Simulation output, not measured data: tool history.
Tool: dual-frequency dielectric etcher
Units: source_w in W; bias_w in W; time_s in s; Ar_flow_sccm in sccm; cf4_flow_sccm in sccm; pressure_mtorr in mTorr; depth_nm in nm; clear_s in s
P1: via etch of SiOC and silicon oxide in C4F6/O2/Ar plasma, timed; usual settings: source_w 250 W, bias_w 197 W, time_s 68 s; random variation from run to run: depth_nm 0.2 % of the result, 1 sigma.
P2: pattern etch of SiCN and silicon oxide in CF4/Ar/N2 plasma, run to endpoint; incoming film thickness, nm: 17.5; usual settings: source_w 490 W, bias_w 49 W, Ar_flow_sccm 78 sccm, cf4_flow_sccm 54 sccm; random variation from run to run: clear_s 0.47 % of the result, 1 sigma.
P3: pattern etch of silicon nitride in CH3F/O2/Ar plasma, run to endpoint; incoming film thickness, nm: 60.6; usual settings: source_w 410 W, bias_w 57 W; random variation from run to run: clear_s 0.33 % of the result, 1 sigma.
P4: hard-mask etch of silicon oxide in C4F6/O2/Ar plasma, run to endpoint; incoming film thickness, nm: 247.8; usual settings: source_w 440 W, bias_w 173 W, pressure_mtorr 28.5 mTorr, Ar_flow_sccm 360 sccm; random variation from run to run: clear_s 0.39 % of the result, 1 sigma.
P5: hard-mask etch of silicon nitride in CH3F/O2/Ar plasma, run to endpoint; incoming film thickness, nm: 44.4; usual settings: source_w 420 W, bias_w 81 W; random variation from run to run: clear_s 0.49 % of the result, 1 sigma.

| run | day | process | source_w | bias_w | time_s | Ar_flow_sccm | cf4_flow_sccm | pressure_mtorr | depth_nm | clear_s |
|---|---|---|---|---|---|---|---|---|---|---|
| 1 | 0.275 | P1 | 250 | 197 | 68 |  |  |  | 67.313 |  |
| 2 | 0.567 | P2 | 490 | 49 |  | 78 | 54 |  |  | 21.357 |
| 3 | 0.946 | P1 | 250 | 151 | 68 |  |  |  | 61.292 |  |
| 4 | 1.175 | P1 | 250 | 197 | 88.5 |  |  |  | 87.212 |  |
| 5 | 1.546 | P2 | 490 | 31 |  | 78 | 54 |  |  | 24.228 |
| 6 | 1.842 | P3 | 410 | 73 |  |  |  |  |  | 84.328 |
| 7 | 2.188 | P1 | 250 | 197 | 68 |  |  |  | 67.386 |  |
| 8 | 2.558 | P3 | 410 | 57 |  |  |  |  |  | 91.336 |
| 9 | 2.796 | P1 | 250 | 197 | 68 |  |  |  | 67.288 |  |
| 10 | 2.992 | P1 | 250 | 197 | 43 |  |  |  | 42.577 |  |
| 11 | 3.346 | P2 | 490 | 49 |  | 78 | 70 |  |  | 20.225 |
| 12 | 3.696 | P4 | 260 | 173 |  | 360 |  | 28.5 |  | 99.884 |
| 13 | 4.079 | P5 | 300 | 81 |  |  |  |  |  | 69.54 |
| 14 | 4.338 | P5 | 420 | 81 |  |  |  |  |  | 60.706 |
| 15 | 4.717 | P3 | 260 | 57 |  |  |  |  |  | 109.07 |
| 16 | 4.988 | P1 | 250 | 197 | 68 |  |  |  | 67.064 |  |
| 17 | 5.258 | P1 | 250 | 239 | 40.5 |  |  |  | 42.876 |  |
| 18 | 5.483 | P4 | 440 | 173 |  | 360 |  | 39 |  | 84.533 |
| 19 | 5.683 | P3 | 410 | 57 |  |  |  |  |  | 90.845 |
| 20 | 5.883 | P1 | 250 | 261 | 92.5 |  |  |  | 100.51 |  |
| 21 | 6.221 | P2 | 490 | 49 |  | 56 | 54 |  |  | 20.186 |
| 22 | 6.417 | P4 | 440 | 102 |  | 360 |  | 28.5 |  | 94.561 |
| 23 | 6.6 | P1 | 290 | 270 | 68 |  |  |  | 79.151 |  |
| 24 | 6.871 | P4 | 440 | 173 |  | 360 |  | 28.5 |  | 81.218 |
| 25 | 7.042 | P5 | 420 | 58 |  |  |  |  |  | 68.102 |
| 26 | 7.354 | P4 | 440 | 173 |  | 360 |  | 28.5 |  | 81.856 |
| 27 | 7.617 | P1 | 320 | 197 | 68 |  |  |  | 74.004 |  |
| 28 | 7.925 | P1 | 250 | 197 | 68 |  |  |  | 67.148 |  |
| 29 | 8.212 | P2 | 590 | 49 |  | 78 | 54 |  |  | 17.85 |
| 30 | 8.479 | P1 | 200 | 197 | 68 |  |  |  | 61.571 |  |
| 31 | 8.788 | P1 | 250 | 197 | 68 |  |  |  | 67.106 |  |
| 32 | 8.979 | P4 | 440 | 173 |  | 261 |  | 28.5 |  | 78.532 |
| 33 | 9.267 | P1 | 250 | 264 | 68 |  |  |  | 74.456 |  |
| 34 | 9.45 | P1 | 250 | 197 | 68 |  |  |  | 67.07 |  |
| 35 | 9.758 | P1 | 250 | 197 | 68 |  |  |  | 67.592 |  |
| 36 | 10.058 | P1 | 250 | 197 | 68 |  |  |  | 67.598 |  |
| 37 | 10.242 | P1 | 250 | 197 | 68 |  |  |  | 67.951 |  |
| 38 | 10.529 | P1 | 250 | 197 | 68 |  |  |  | 67.88 |  |
|  | 10.604 | wet clean of the chamber |
| 39 | 10.846 | P1 | 250 | 197 | 68 |  |  |  | 68.1 |  |
| 40 | 11.058 | P1 | 250 | 197 | 68 |  |  |  | 68.002 |  |
| 41 | 11.383 | P1 | 250 | 197 | 68 |  |  |  | 67.756 |  |
| 42 | 11.746 | P1 | 250 | 197 | 68 |  |  |  | 68.008 |  |

What P1 gives has crept away from where it was. These 2 causes fit the log equally well, each at the size given:
A: source power that arrives over what is set, % = 3.38
B: bias power that arrives over what is set, % = 3.81
The creep began at about day 9.45.
Why every other cause is out:
chamber walls in a state that raises the etch rate, %: serviced at day 10.604, which brought nothing back

4 check runs are offered, each on 3 wafers whose results are averaged, their results left as question marks. Which one tells the causes apart?
| check 1 | 12.108 | P4 | 260 | 145 |  | 360 |  | 28.5 |  | ? |
| check 2 | 12.108 | P3 | 300 | 57 |  |  |  |  |  | ? |
| check 3 | 12.108 | P5 | 420 | 58 |  |  |  |  |  | ? |
| check 4 | 12.108 | P2 | 490 | 32 |  | 66 | 54 |  |  | ? |

What each check would give under each cause:
| check | result | if A | if B |
|---|---|---|---|
| check 1 | clear_s | 104.35 | 104.49 |
| check 2 | clear_s | 101.74 | 101.76 |
| check 3 | clear_s | 67.458 | 67.502 |
| check 4 | clear_s | 22.48 | 22.943 |
How far apart the two closest causes lie, in the result that separates them most: check 1 0.13 %; check 2 0.02 %; check 3 0.06 %; check 4 2.04 %
Only check 4 tells the causes apart: in the others they would give nearly the same result.

Check 4 was then run and gave: clear_s 22.464 s. Which cause is it?

It is A: source power that arrives over what is set, %.
